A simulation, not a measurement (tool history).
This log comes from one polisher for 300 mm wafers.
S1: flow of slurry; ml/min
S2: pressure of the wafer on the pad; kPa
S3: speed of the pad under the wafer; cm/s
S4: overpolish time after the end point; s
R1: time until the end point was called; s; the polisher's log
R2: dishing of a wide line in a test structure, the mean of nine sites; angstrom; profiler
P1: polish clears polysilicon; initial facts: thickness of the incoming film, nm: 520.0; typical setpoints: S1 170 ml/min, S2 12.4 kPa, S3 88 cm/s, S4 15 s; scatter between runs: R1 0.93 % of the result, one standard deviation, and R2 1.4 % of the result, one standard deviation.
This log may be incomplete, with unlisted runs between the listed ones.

run 1 day=0.308 | S1=170 S2=12.4 S3=88 S4=15 | R1=63.004 R2=368.03
run 2 day=0.579 | S1=170 S2=12.4 S3=130 S4=15 | R1=42.332 R2=376.11
run 3 day=0.85 | S1=170 S2=12.4 S3=88 S4=30 | R1=63.733 R2=393.48
run 4 day=0.988 | S1=170 S2=12.4 S3=88 S4=15 | R1=63.074 R2=366.74
run 5 day=1.283 | S1=170 S2=12.4 S3=88 S4=15 | R1=63.011 R2=374.59
run 6 day=1.529 | S1=170 S2=5.5 S3=88 S4=15 | R1=143.81 R2=284.08
run 7 day=1.817 | S1=170 S2=12.4 S3=88 S4=15 | R1=63.641 R2=376.16
run 8 day=2.104 | S1=170 S2=19.3 S3=88 S4=15 | R1=40.815 R2=389.44
run 9 day=2.325 | S1=170 S2=12.4 S3=88 S4=15 | R1=63.901 R2=378.03
run 10 day=2.492 | S1=270 S2=12.4 S3=88 S4=15 | R1=59.741 R2=363.23
-- day=2.538 slurry nozzle cleaned
run 11 day=2.633 | S1=170 S2=6.2 S3=132 S4=15 | R1=85.051 R2=352.1
run 12 day=2.929 | S1=100 S2=12.4 S3=88 S4=15 | R1=69.723 R2=359.06
run 13 day=3.15 | S1=170 S2=12.4 S3=88 S4=4 | R1=63.841 R2=214.42
run 14 day=3.308 | S1=170 S2=12.4 S3=88 S4=15 | R1=63.364 R2=367.61
run 15 day=3.462 | S1=170 S2=12.4 S3=52 S4=15 | R1=106.33 R2=327.12
run 16 day=3.75 | S1=170 S2=12.4 S3=88 S4=15 | R1=64.212 R2=379.4
run 17 day=4.042 | S1=170 S2=12.4 S3=88 S4=15 | R1=66.328 R2=368.93
run 18 day=4.208 | S1=170 S2=12.4 S3=88 S4=15 | R1=67.018 R2=354.3
run 19 day=4.371 | S1=170 S2=12.4 S3=88 S4=15 | R1=69.014 R2=374.61
run 20 day=4.554 | S1=170 S2=12.4 S3=88 S4=15 | R1=68.438 R2=363.37
run 21 day=4.692 | S1=170 S2=12.4 S3=88 S4=15 | R1=68.076 R2=363.99
-- day=4.779 head pressure recalibrated
run 22 day=4.904 | S1=170 S2=12.4 S3=88 S4=15 | R1=69.749 R2=367.28
run 23 day=5.088 | S1=170 S2=12.4 S3=88 S4=15 | R1=69.437 R2=368.86

Expected results for the next run?
run 24 day=5.321 | S1=170 S2=12.4 S3=88 S4=15 | R1=? R2=?

{"run 24": {"R1": 68.996, "R2": 366.17}}
